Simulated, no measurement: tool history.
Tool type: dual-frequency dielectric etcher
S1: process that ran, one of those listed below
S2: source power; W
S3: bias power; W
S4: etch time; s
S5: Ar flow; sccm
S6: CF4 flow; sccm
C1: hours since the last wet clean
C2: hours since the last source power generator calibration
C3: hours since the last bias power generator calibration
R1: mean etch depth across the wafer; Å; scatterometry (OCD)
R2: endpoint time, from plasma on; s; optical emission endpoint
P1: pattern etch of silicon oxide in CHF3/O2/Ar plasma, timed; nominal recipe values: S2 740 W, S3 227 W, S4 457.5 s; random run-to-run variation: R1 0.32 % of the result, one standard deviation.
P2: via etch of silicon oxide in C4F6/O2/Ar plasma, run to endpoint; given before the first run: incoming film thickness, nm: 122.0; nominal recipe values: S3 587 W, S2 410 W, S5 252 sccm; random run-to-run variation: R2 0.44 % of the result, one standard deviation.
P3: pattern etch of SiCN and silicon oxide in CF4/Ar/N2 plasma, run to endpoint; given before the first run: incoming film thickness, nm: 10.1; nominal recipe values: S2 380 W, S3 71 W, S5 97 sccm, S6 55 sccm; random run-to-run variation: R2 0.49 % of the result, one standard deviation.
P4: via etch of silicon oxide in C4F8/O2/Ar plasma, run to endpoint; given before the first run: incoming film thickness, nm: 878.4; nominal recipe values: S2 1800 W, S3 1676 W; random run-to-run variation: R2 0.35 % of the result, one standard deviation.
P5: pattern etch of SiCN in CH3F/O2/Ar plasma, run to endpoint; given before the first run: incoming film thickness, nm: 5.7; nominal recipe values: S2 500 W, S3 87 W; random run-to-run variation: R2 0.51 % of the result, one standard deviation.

run 1 hour=17.5 | S1=P1 S2=740 S3=227 S4=457.5 | C1=352.5 C2=741.2 C3=1180.2 | R1=10718
run 2 hour=36.3 | S1=P1 S2=740 S3=227 S4=457.5 | C1=371.3 C2=760 C3=1199 | R1=10710
run 3 hour=51.4 | S1=P4 S2=1800 S3=1676 | C1=386.4 C2=775.1 C3=1214.1 | R2=186.54
run 4 hour=60.6 | S1=P1 S2=980 S3=227 S4=457.5 | C1=395.6 C2=784.3 C3=1223.3 | R1=11934
run 5 hour=72.1 | S1=P5 S2=500 S3=59 | C1=407.1 C2=795.8 C3=1234.8 | R2=15.126
run 6 hour=88.5 | S1=P3 S2=250 S3=71 S5=97 S6=55 | C1=423.5 C2=812.2 C3=1251.2 | R2=20.999
run 7 hour=104.4 | S1=P2 S2=260 S3=587 S5=252 | C1=439.4 C2=828.1 C3=1267.1 | R2=28.759
run 8 hour=121.7 | S1=P3 S2=380 S3=71 S5=97 S6=35 | C1=456.7 C2=845.4 C3=1284.4 | R2=15.646
run 9 hour=140.2 | S1=P3 S2=380 S3=44 S5=97 S6=55 | C1=475.2 C2=863.9 C3=1302.9 | R2=17.127
run 10 hour=150.1 | S1=P2 S2=410 S3=820 S5=252 | C1=485.1 C2=873.8 C3=1312.8 | R2=21.599
run 11 hour=159.9 | S1=P1 S2=740 S3=227 S4=637 | C1=494.9 C2=883.6 C3=1322.6 | R1=14887
-- hour=172.3 wet clean of the chamber
run 12 hour=174.2 | S1=P1 S2=1010 S3=283 S4=457.5 | C1=2 C2=897.9 C3=1336.9 | R1=13029
run 13 hour=187.8 | S1=P4 S2=1320 S3=1676 | C1=15.6 C2=911.5 C3=1350.5 | R2=209.35
run 14 hour=199.3 | S1=P5 S2=500 S3=87 | C1=27.1 C2=923 C3=1362 | R2=13.303
run 15 hour=216.9 | S1=P2 S2=410 S3=587 S5=252 | C1=44.7 C2=940.6 C3=1379.6 | R2=24.458
run 16 hour=231.1 | S1=P1 S2=740 S3=168 S4=457.5 | C1=58.9 C2=954.8 C3=1393.8 | R1=9682.1
run 17 hour=242.6 | S1=P1 S2=740 S3=227 S4=457.5 | C1=70.4 C2=966.3 C3=1405.3 | R1=10735
run 18 hour=260.6 | S1=P1 S2=590 S3=227 S4=457.5 | C1=88.4 C2=984.3 C3=1423.3 | R1=9816.3
run 19 hour=269.9 | S1=P1 S2=870 S3=136 S4=457.5 | C1=97.7 C2=993.6 C3=1432.6 | R1=9630.3
run 20 hour=279.3 | S1=P2 S2=410 S3=587 S5=148 | C1=107.1 C2=1003 C3=1442 | R2=23.175
run 21 hour=287.5 | S1=P1 S2=740 S3=227 S4=350.5 | C1=115.3 C2=1011.2 C3=1450.2 | R1=8248.5
run 22 hour=302.1 | S1=P1 S2=740 S3=156 S4=582 | C1=129.9 C2=1025.8 C3=1464.8 | R1=11993
run 23 hour=312.1 | S1=P3 S2=380 S3=71 S5=97 S6=55 | C1=139.9 C2=1035.8 C3=1474.8 | R2=14.474
run 24 hour=329.9 | S1=P3 S2=380 S3=71 S5=117 S6=55 | C1=157.7 C2=1053.6 C3=1492.6 | R2=15.013
run 25 hour=343.9 | S1=P5 S2=640 S3=87 | C1=171.7 C2=1067.6 C3=1506.6 | R2=11.998
run 26 hour=355 | S1=P2 S2=410 S3=587 S5=252 | C1=182.8 C2=1078.7 C3=1517.7 | R2=24.663
run 27 hour=370.2 | S1=P1 S2=740 S3=227 S4=457.5 | C1=198 C2=1093.9 C3=1532.9 | R1=10608
run 28 hour=379.6 | S1=P1 S2=740 S3=269 S4=457.5 | C1=207.4 C2=1103.3 C3=1542.3 | R1=11288
run 29 hour=396.9 | S1=P4 S2=1800 S3=1310 | C1=224.7 C2=1120.6 C3=1559.6 | R2=198.89
run 30 hour=413.3 | S1=P4 S2=1800 S3=1676 | C1=241.1 C2=1137 C3=1576 | R2=186.24
run 31 hour=427.4 | S1=P3 S2=380 S3=71 S5=97 S6=55 | C1=255.2 C2=1151.1 C3=1590.1 | R2=14.629
run 32 hour=443.1 | S1=P1 S2=740 S3=227 S4=457.5 | C1=270.9 C2=1166.8 C3=1605.8 | R1=10715
run 33 hour=457.2 | S1=P1 S2=740 S3=227 S4=457.5 | C1=285 C2=1180.9 C3=1619.9 | R1=10707
run 34 hour=467.5 | S1=P1 S2=740 S3=227 S4=457.5 | C1=295.3 C2=1191.2 C3=1630.2 | R1=10704
run 35 hour=476.9 | S1=P1 S2=740 S3=227 S4=457.5 | C1=304.7 C2=1200.6 C3=1639.6 | R1=10808
run 36 hour=490.6 | S1=P1 S2=740 S3=227 S4=457.5 | C1=318.4 C2=1214.3 C3=1653.3 | R1=10888
run 37 hour=500.7 | S1=P1 S2=740 S3=227 S4=457.5 | C1=328.5 C2=1224.4 C3=1663.4 | R1=10820
run 38 hour=518.4 | S1=P1 S2=740 S3=227 S4=457.5 | C1=346.2 C2=1242.1 C3=1681.1 | R1=10833
run 39 hour=536.7 | S1=P1 S2=740 S3=227 S4=457.5 | C1=364.5 C2=1260.4 C3=1699.4 | R1=10874
run 40 hour=550.6 | S1=P1 S2=740 S3=227 S4=457.5 | C1=378.4 C2=1274.3 C3=1713.3 | R1=10904
run 41 hour=559.9 | S1=P1 S2=740 S3=227 S4=457.5 | C1=387.7 C2=1283.6 C3=1722.6 | R1=10880
-- hour=565.3 wet clean of the chamber
run 42 hour=578.4 | S1=P1 S2=740 S3=227 S4=457.5 | C1=13.2 C2=1302.1 C3=1741.1 | R1=10810
run 43 hour=594.7 | S1=P1 S2=740 S3=227 S4=457.5 | C1=29.5 C2=1318.4 C3=1757.4 | R1=10827
run 44 hour=608.8 | S1=P1 S2=740 S3=227 S4=457.5 | C1=43.6 C2=1332.5 C3=1771.5 | R1=10873

P1 has crept away from where it was. The log is fitted equally well by each of these 2 causes, at the sizes shown:
A: source power that arrives over what is set, % = 4.29
B: bias power that arrives over what is set, % = 4.68
At approximately hour 457.2, the process output began to creep.
All other causes, with the reason each is excluded:
chamber walls in a state that raises the etch rate, %: serviced at hour 565.3, which brought nothing back

Which of the 4 check runs listed below, each an average over 3 wafers with its results shown as question marks, gives clearly different results under the different listed causes?
run check 1 hour=622.9 | S1=P2 S2=330 S3=748 S5=252 | R2=?
run check 2 hour=622.9 | S1=P4 S2=1800 S3=1439 | R2=?
run check 3 hour=622.9 | S1=P5 S2=500 S3=61 | R2=?
run check 4 hour=622.9 | S1=P3 S2=290 S3=59 S5=97 S6=55 | R2=?

What every check run would give for each of its results, assuming each possible cause in turn:
check=check_1 result=R2 if_A=23.872 if_B=23.8
check=check_2 result=R2 if_A=190.89 if_B=191.81
check=check_3 result=R2 if_A=14.756 if_B=14.766
check=check_4 result=R2 if_A=18.996 if_B=19.401
Gap, in per cent, between the two causes that each check separates least, read from the result that separates them most: check 1 0.3 %; check 2 0.48 %; check 3 0.07 %; check 4 2.11 %
Check 4 tells the causes apart: in the others they would give nearly the same result.

Running check 4 produced the following: R2 19.34 s. Which one of the listed causes fits?

B is the cause: bias power that arrives over what is set, %.
